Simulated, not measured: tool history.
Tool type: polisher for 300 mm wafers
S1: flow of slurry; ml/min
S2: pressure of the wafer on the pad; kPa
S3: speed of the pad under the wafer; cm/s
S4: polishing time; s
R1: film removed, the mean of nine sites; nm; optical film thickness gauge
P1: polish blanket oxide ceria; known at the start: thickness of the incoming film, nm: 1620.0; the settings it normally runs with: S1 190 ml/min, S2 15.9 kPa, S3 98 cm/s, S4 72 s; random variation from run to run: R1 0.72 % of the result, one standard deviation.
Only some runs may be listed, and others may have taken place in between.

| run | day | S1 | S2 | S3 | S4 | R1 |
|---|---|---|---|---|---|---|
| 1 | 0.567 | 190 | 15.9 | 98 | 72 | 266.08 |
| 2 | 1.100 | 115 | 15.9 | 98 | 72 | 241.51 |
|  | 1.158 | slurry nozzle cleaned |
| 3 | 1.475 | 190 | 24.8 | 98 | 72 | 408.98 |
| 4 | 1.812 | 190 | 15.9 | 98 | 72 | 260.54 |
| 5 | 2.188 | 190 | 15.9 | 98 | 72 | 261.36 |
| 6 | 2.717 | 260 | 15.9 | 74 | 72 | 207.08 |
| 7 | 3.262 | 240 | 15.9 | 98 | 72 | 270.65 |
| 8 | 3.679 | 190 | 15.9 | 98 | 72 | 263.94 |
| 9 | 4.125 | 190 | 6.9 | 98 | 72 | 114.15 |
| 10 | 4.504 | 190 | 15.9 | 44 | 72 | 118.60 |
| 11 | 4.850 | 190 | 15.9 | 98 | 97 | 357.25 |
| 12 | 5.150 | 190 | 15.9 | 98 | 72 | 263.20 |
| 13 | 5.571 | 190 | 15.9 | 148 | 72 | 399.02 |
| 14 | 5.846 | 190 | 15.9 | 98 | 38 | 137.52 |
| 15 | 6.262 | 190 | 15.9 | 98 | 72 | 260.78 |
| 16 | 6.542 | 190 | 15.9 | 98 | 72 | 261.92 |
| 17 | 6.896 | 190 | 15.9 | 98 | 72 | 258.66 |
| 18 | 7.258 | 190 | 15.9 | 98 | 72 | 252.75 |
| 19 | 7.646 | 190 | 15.9 | 98 | 72 | 254.64 |
| 20 | 8.162 | 190 | 15.9 | 98 | 72 | 251.96 |
| 21 | 8.667 | 190 | 15.9 | 98 | 72 | 251.23 |
|  | 9.050 | worn pad replaced by a new one |
| 22 | 9.242 | 190 | 15.9 | 98 | 72 | 245.30 |
| 23 | 9.588 | 190 | 15.9 | 98 | 72 | 249.27 |
| 24 | 10.025 | 190 | 15.9 | 98 | 72 | 248.74 |

What P1 gives has crept off from where it sat before. The 2 causes that follow fit the log equally well, each at the size noted:
A: head's pressure below its setpoint, % = 5.13
B: slurry flow missing at the pad, % = 27.6
The process output started creeping at around day 6.262.
Why every other cause is out:
removal rate lost through wear of the pad, %: serviced at day 9.050, which brought nothing back

Below are 4 check runs, each averaged over 3 wafers, with their results shown as question marks. Which of them would give clearly different results depending on which cause is behind the drift?
| check 1 | 10.462 | 190 | 6.9 | 98 | 41 | ? |
| check 2 | 10.462 | 190 | 20.7 | 98 | 72 | ? |
| check 3 | 10.462 | 190 | 15.9 | 46 | 40 | ? |
| check 4 | 10.462 | 115 | 23.4 | 98 | 72 | ? |

How each check would come out, cause by cause:
| check | result | if A | if B |
|---|---|---|---|
| check 1 | R1 | 61.701 | 61.698 |
| check 2 | R1 | 325.060 | 325.050 |
| check 3 | R1 | 64.987 | 64.984 |
| check 4 | R1 | 336.890 | 326.830 |
Per-check spread between the two closest causes, in the result where they differ most: check 1 0 %; check 2 0 %; check 3 0 %; check 4 3.03 %
Check 4 tells the causes apart: in the others they would give nearly the same result.

Here is what check 4 returned: R1 325.310 nm. Which cause is it?

B is the cause: slurry flow missing at the pad, %.
